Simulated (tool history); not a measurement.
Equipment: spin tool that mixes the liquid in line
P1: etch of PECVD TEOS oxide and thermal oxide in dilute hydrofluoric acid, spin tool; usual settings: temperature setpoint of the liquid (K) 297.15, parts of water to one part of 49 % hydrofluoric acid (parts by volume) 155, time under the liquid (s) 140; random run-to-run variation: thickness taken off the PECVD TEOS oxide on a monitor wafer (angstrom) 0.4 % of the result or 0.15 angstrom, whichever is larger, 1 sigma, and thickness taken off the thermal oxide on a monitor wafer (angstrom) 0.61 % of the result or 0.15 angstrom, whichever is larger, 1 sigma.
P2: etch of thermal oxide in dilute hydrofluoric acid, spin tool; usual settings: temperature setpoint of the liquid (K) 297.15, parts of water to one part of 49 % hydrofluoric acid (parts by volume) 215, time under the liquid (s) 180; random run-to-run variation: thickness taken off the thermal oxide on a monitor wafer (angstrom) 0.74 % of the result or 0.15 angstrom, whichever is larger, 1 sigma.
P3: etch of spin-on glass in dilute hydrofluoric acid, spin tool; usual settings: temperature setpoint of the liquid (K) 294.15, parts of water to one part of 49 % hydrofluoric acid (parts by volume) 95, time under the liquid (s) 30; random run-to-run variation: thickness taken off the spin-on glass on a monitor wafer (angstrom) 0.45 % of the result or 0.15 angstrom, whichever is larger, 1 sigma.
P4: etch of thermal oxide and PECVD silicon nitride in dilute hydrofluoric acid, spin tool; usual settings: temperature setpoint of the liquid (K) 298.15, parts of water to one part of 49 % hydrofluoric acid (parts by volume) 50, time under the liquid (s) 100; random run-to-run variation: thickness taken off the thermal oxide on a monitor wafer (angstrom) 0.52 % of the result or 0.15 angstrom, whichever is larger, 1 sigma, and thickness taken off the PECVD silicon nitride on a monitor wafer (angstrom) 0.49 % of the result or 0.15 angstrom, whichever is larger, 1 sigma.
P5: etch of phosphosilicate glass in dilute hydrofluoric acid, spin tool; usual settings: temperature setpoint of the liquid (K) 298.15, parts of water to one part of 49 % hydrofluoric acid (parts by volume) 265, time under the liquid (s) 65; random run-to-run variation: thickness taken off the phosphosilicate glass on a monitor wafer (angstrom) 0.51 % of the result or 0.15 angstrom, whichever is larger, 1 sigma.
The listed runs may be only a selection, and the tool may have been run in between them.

run  hour  process that ran  temperature setpoint of the liquid (K)  parts of water to one part of 49 % hydrofluoric acid (parts by volume)  time under the liquid (s)  hours since the thermometer was replaced  hours since the hydrofluoric acid flow meter was replaced  thickness taken off the PECVD TEOS oxide on a monitor wafer (angstrom)  thickness taken off the thermal oxide on a monitor wafer (angstrom)  thickness taken off the phosphosilicate glass on a monitor wafer (angstrom)  thickness taken off the PECVD silicon nitride on a monitor wafer (angstrom)  thickness taken off the spin-on glass on a monitor wafer (angstrom)
  1   2.9                P1                                  297.15                                                                     155                        140                                     451.8                                                      618.7                                                                     126                                                                40.36
  2   7.2                P2                                  297.15                                                                     215                        180                                     456.1                                                        623                                                                                                                                       35.033
  3  10.8                P5                                  298.15                                                                     265                         65                                     459.7                                                      626.6                                                                                                                                                                                                                    139.49
  4  15.3                P1                                  297.15                                                                     155                        140                                     464.2                                                      631.1                                                                  124.34                                                                40.46
  5  18.1                P2                                  297.15                                                                     135                        180                                       467                                                      633.9                                                                                                                                        60.59
  6  22.6                P5                                  298.15                                                                     265                         15                                     471.5                                                      638.4                                                                                                                                                                                                                    32.545
  7  25.6                P4                                  298.15                                                                      50                        100                                     474.5                                                      641.4                                                                                                                                       111.78                                                                                                                                                    114.64
  8  29.9                P1                                  297.15                                                                     155                        255                                     478.8                                                      645.7                                                                  228.11                                                               73.379
  9  33.7                P3                                  294.15                                                                      95                         30                                     482.6                                                      649.5                                                                                                                                                                                                                                                                                                                                                                      126.28
 10  39.2                P2                                  297.15                                                                     215                        340                                     488.1                                                        655                                                                                                                                       66.058
 11  43.3                P5                                  298.15                                                                     115                         65                                     492.2                                                      659.1                                                                                                                                                                                                                    379.54
 12    48                P5                                  291.15                                                                     265                         65                                     496.9                                                      663.8                                                                                                                                                                                                                    107.57
 13  52.9                P1                                  297.15                                                                     155                        140                                     501.8                                                      668.7                                                                  126.04                                                               40.521
 14  55.7                P1                                  297.15                                                                     155                        140                                     504.6                                                      671.5                                                                  125.36                                                                40.39
 15    60                P1                                  297.15                                                                     155                        140                                     508.9                                                      675.8                                                                  125.46                                                               40.093
 16  64.1                P1                                  297.15                                                                     255                        140                                       513                                                      679.9                                                                  68.412                                                               21.974
 17  68.7                P2                                  303.15                                                                     215                        180                                     517.6                                                      684.5                                                                                                                                       43.675
 18  74.3                P1                                  297.15                                                                      90                        140                                     523.2                                                      690.1                                                                  233.82                                                               75.831
 19  78.3                P4                                  298.15                                                                      20                        100                                     527.2                                                      694.1                                                                                                                                        290.2                                                                                                                                                    278.74
 20    84                P4                                  305.65                                                                      50                        100                                     532.9                                                      699.8                                                                                                                                       150.27                                                                                                                                                    187.61
 21  87.1                P1                                  302.65                                                                     155                        140                                       536                                                      702.9                                                                  153.88                                                               49.711

Run 22, settings as shown, results not yet in. Your forecast:
 22  92.4                P3                                  290.15                                                                      95                         30                                     541.3                                                      708.2                                                                                                                                                                                                                                                                                                                                                                           ?

{"run 22": {"thickness taken off the spin-on glass on a monitor wafer (angstrom)": 107.58}}

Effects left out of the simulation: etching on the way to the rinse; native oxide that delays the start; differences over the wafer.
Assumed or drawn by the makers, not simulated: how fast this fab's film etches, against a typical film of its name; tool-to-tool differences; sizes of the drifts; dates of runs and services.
